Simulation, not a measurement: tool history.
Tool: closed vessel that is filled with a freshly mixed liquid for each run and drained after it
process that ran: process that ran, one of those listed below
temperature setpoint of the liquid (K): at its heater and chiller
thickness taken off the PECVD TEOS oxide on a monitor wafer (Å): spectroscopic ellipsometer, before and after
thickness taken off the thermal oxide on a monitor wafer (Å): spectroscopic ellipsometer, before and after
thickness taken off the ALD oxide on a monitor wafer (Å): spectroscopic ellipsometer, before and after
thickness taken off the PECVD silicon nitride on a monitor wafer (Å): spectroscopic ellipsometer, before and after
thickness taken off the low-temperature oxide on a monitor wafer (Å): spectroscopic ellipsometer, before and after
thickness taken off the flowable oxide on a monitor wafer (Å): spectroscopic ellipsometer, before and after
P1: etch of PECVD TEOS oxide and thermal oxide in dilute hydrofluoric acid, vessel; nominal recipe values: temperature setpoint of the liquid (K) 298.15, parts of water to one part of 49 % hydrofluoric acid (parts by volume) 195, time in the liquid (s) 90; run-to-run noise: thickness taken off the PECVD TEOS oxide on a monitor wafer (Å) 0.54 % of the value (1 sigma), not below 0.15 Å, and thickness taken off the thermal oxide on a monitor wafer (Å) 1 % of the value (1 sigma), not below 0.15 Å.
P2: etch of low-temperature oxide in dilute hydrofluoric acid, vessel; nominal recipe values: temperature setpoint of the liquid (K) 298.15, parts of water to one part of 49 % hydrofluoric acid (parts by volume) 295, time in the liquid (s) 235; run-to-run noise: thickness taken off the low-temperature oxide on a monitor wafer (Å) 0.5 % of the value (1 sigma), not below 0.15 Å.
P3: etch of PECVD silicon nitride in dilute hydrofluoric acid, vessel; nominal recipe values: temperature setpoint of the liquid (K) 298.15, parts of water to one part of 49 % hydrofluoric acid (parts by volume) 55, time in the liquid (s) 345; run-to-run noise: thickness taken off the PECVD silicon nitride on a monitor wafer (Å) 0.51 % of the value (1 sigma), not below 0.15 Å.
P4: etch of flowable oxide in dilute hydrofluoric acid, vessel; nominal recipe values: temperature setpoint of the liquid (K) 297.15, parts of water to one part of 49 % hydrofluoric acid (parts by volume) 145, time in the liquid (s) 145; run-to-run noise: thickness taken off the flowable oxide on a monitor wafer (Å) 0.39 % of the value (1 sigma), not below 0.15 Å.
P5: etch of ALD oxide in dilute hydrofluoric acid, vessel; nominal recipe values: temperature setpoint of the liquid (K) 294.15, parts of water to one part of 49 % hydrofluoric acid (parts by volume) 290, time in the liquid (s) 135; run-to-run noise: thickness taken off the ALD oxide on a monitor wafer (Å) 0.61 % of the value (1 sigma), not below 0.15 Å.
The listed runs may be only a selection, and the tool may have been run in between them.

run     day  process that ran  temperature setpoint of the liquid (K)  parts of water to one part of 49 % hydrofluoric acid (parts by volume)  time in the liquid (s)  hours since the thermometer was replaced  hours since the hydrofluoric acid flow meter was replaced  thickness taken off the PECVD TEOS oxide on a monitor wafer (Å)  thickness taken off the thermal oxide on a monitor wafer (Å)  thickness taken off the ALD oxide on a monitor wafer (Å)  thickness taken off the PECVD silicon nitride on a monitor wafer (Å)  thickness taken off the low-temperature oxide on a monitor wafer (Å)  thickness taken off the flowable oxide on a monitor wafer (Å)
  1   0.621                P1                                  298.15                                                                     195                      90                                     385.4                                                      243.9                                                           71.161                                                        20.485
  2   1.279                P5                                  290.15                                                                     290                     135                                     401.2                                                      259.7                                                                                                                                                                                    42.57
  3     1.8                P5                                  294.15                                                                     290                     135                                     413.7                                                      272.2                                                                                                                                                                                   50.062
  4   2.475                P3                                  298.15                                                                      55                     345                                     429.9                                                      288.4                                                                                                                                                                                                                                                         116.58
  5   2.825                P1                                  304.15                                                                     195                     160                                     438.3                                                      296.8                                                           157.93                                                        44.493
  6    3.25                P2                                  298.15                                                                     295                      45                                     448.5                                                        307                                                                                                                                                                                                                                                                                                                               20.009
  7   3.683                P1                                  298.15                                                                     195                      30                                     458.9                                                      317.4                                                           23.621                                                        6.8835
  8   4.217                P3                                  298.15                                                                      55                     345                                     471.7                                                      330.2                                                                                                                                                                                                                                                         116.11
  9   4.812                P4                                  297.15                                                                     145                     145                                       486                                                      344.5                                                                                                                                                                                                                                                                                                                                                                                              423.01
 10    5.35                P1                                  303.15                                                                     195                      90                                     498.9                                                      357.4                                                           85.777                                                        24.054
 11       6                P5                                  294.15                                                                     290                      40                                     514.5                                                        373                                                                                                                                                                                   15.098
 12   6.404                P1                                  298.15                                                                     195                      90                                     524.2                                                      382.7                                                           71.376                                                        20.414
 13   7.117                P1                                  298.15                                                                     195                      90                                     541.3                                                      399.8                                                           71.414                                                        20.311
 14   7.508                P3                                  306.15                                                                      55                     345                                     550.7                                                      409.2                                                                                                                                                                                                                                                         195.24
 15    8.15                P4                                  304.15                                                                     145                     145                                     566.1                                                      424.6                                                                                                                                                                                                                                                                                                                                                                                              542.46
 16   8.662                P4                                  297.15                                                                      60                     145                                     578.4                                                      436.9                                                                                                                                                                                                                                                                                                                                                                                              1125.8
 17   9.354                P1                                  298.15                                                                     195                      90                                       595                                                      453.5                                                           72.404                                                        20.488
 18   9.738                P1                                  298.15                                                                      35                      90                                     604.2                                                      462.7                                                           487.67                                                        137.34
 19  10.146                P1                                  292.65                                                                     195                      90                                       614                                                      472.5                                                           58.362                                                        16.693
 20  10.638                P3                                  298.15                                                                      55                     640                                     625.8                                                      484.3                                                                                                                                                                                                                                                         217.32
 21  11.067                P4                                  297.15                                                                     145                     250                                     636.1                                                      494.6                                                                                                                                                                                                                                                                                                                                                                                              725.36
 22  11.783                P1                                  298.15                                                                     195                      90                                     653.3                                                      511.8                                                           71.739                                                        20.526
 23    12.2                P1                                  298.15                                                                     195                     175                                     663.3                                                      521.8                                                           139.13                                                        39.433
 24  12.746                P5                                  294.15                                                                     485                     135                                     676.4                                                      534.9                                                                                                                                                                                   25.527
 25  13.083                P1                                  306.15                                                                      50                      90                                     684.5                                                        543                                                           457.12                                                        127.91
 26  13.483                P2                                  298.15                                                                     450                     235                                     694.1                                                      552.6                                                                                                                                                                                                                                                                                                                               59.161
 27  14.067                P2                                  298.15                                                                     295                     235                                     708.1                                                      566.6                                                                                                                                                                                                                                                                                                                               103.51
 28  14.588                P1                                  298.15                                                                     195                      90                                     720.6                                                      579.1                                                           71.878                                                        20.421
 29  15.004                P1                                  298.15                                                                     280                      90                                     730.6                                                      589.1                                                           45.648                                                        12.961
 30  15.421                P1                                  292.65                                                                     195                     175                                     740.6                                                      599.1                                                           112.35                                                        32.571
 31  15.917                P2                                  291.65                                                                     295                     235                                     752.5                                                        611                                                                                                                                                                                                                                                                                                                                82.24
 32  16.379                P3                                  298.15                                                                      95                     345                                     763.6                                                      622.1                                                                                                                                                                                                                                                         67.179
 33  16.879                P1                                  298.15                                                                     195                      90                                     775.6                                                      634.1                                                           71.223                                                        20.328
 34  17.604                P1                                  298.15                                                                     195                      90                                       793                                                      651.5                                                           69.217                                                        19.777
 35  18.225                P1                                  298.15                                                                     195                      90                                     807.9                                                      666.4                                                            67.73                                                        18.828
 36   18.95                P1                                  298.15                                                                     195                      90                                     825.3                                                      683.8                                                           67.459                                                        18.975
 37  19.467                P1                                  298.15                                                                     195                      90                                     837.7                                                      696.2                                                           66.872                                                        19.133
 38  19.971                P1                                  298.15                                                                     195                      90                                     849.8                                                      708.3                                                           66.431                                                        19.048
 39  20.404                P1                                  298.15                                                                     195                      90                                     860.2                                                      718.7                                                            66.77                                                        18.939

P1 no longer gives what it gave before; its output has crept away from where it was. The following 2 causes, each at its listed size, fit the log equally well:
A: liquid colder than its thermometer reads (K) = 1.89
B: hydrofluoric acid flow below the setpoint (%) = 5.55
The onset of the drift is placed at about day 16.879.

Consider the 4 single-wafer check runs listed below, results given as question marks: which one distinguishes between the causes by giving clearly different results for each?
check 1  20.838                P4                                  297.15                                                                     145                     145                                                                                                                                                                                                                                                                                                                                                                                                                                                                                                        ?
check 2  20.838                P3                                  298.15                                                                      55                     345                                                                                                                                                                                                                                                                                                                                                                   ?
check 3  20.838                P5                                  294.15                                                                     290                     135                                                                                                                                                                                                                                                                                             ?
check 4  20.838                P2                                  298.15                                                                     295                     235                                                                                                                                                                                                                                                                                                                                                                                                                                         ?

Expected result of each check under each candidate cause:
  check                                                                result    if A    if B
check 1         thickness taken off the flowable oxide on a monitor wafer (Å)  390.58  393.07
check 2  thickness taken off the PECVD silicon nitride on a monitor wafer (Å)  102.99  110.57
check 3              thickness taken off the ALD oxide on a monitor wafer (Å)  46.734  46.578
check 4  thickness taken off the low-temperature oxide on a monitor wafer (Å)  97.425  96.606
Per-check spread between the two closest causes, in the result where they differ most: check 1 0.63 %; check 2 7.1 %; check 3 0.33 %; check 4 0.84 %
Only check 2 tells the causes apart: in the others they would give nearly the same result.

Check 2 was carried out, with these results: thickness taken off the PECVD silicon nitride on a monitor wafer (Å) 103. Which of the listed causes is responsible?

It was cause A: liquid colder than its thermometer reads (K).

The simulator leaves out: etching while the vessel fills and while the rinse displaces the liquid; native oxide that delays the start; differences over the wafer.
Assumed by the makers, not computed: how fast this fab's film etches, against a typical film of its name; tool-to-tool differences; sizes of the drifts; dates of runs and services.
